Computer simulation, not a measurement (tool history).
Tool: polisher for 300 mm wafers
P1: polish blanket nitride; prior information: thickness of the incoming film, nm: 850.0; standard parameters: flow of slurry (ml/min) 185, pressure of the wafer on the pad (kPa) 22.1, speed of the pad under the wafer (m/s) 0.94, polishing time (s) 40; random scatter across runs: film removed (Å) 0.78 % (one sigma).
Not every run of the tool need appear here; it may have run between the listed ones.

run	day	flow of slurry (ml/min)	pressure of the wafer on the pad (kPa)	speed of the pad under the wafer (m/s)	polishing time (s)	wafers polished on this pad	hours since the slurry nozzle was cleaned	hours since the head pressure was calibrated	film removed (Å)
1	0.625	185	22.1	0.94	40	375	230.4	168.9	586.10
2	0.996	185	34.5	0.94	40	503	239.3	177.8	911.89
3	1.317	185	22.1	0.94	40	614	247.0	185.5	574.02
4	1.758	185	22.1	0.56	28	767	257.6	196.1	276.25
# day 2.379: worn pad replaced by a new one
5	2.438	255	22.1	0.94	40	21	273.9	212.4	605.83
6	2.808	185	22.1	0.94	40	149	282.8	221.3	583.33
7	3.458	185	22.1	0.94	22	374	298.4	236.9	320.03
8	3.825	185	13.8	0.94	30	501	307.2	245.7	272.39
9	4.371	185	22.1	1.18	40	689	320.3	258.8	704.27
10	4.888	185	22.1	0.94	57	868	332.7	271.2	842.85
11	5.258	185	14.5	0.94	40	996	341.6	280.1	382.31
12	5.725	110	22.1	0.94	40	1158	352.8	291.3	532.09
13	6.125	185	22.1	0.94	40	1296	362.4	300.9	588.86
14	6.496	185	22.1	0.46	40	1424	371.3	309.8	329.97
15	7.050	260	15.9	0.94	40	1616	384.6	323.1	443.91
16	7.488	185	22.1	0.94	40	1767	395.1	333.6	579.89
17	8.175	185	22.1	0.94	40	2005	411.6	350.1	570.98

The next listed run, before its measurement:
18	8.808	185	22.1	0.94	40	2224	426.8	365.3	?

film removed (Å): 560.72

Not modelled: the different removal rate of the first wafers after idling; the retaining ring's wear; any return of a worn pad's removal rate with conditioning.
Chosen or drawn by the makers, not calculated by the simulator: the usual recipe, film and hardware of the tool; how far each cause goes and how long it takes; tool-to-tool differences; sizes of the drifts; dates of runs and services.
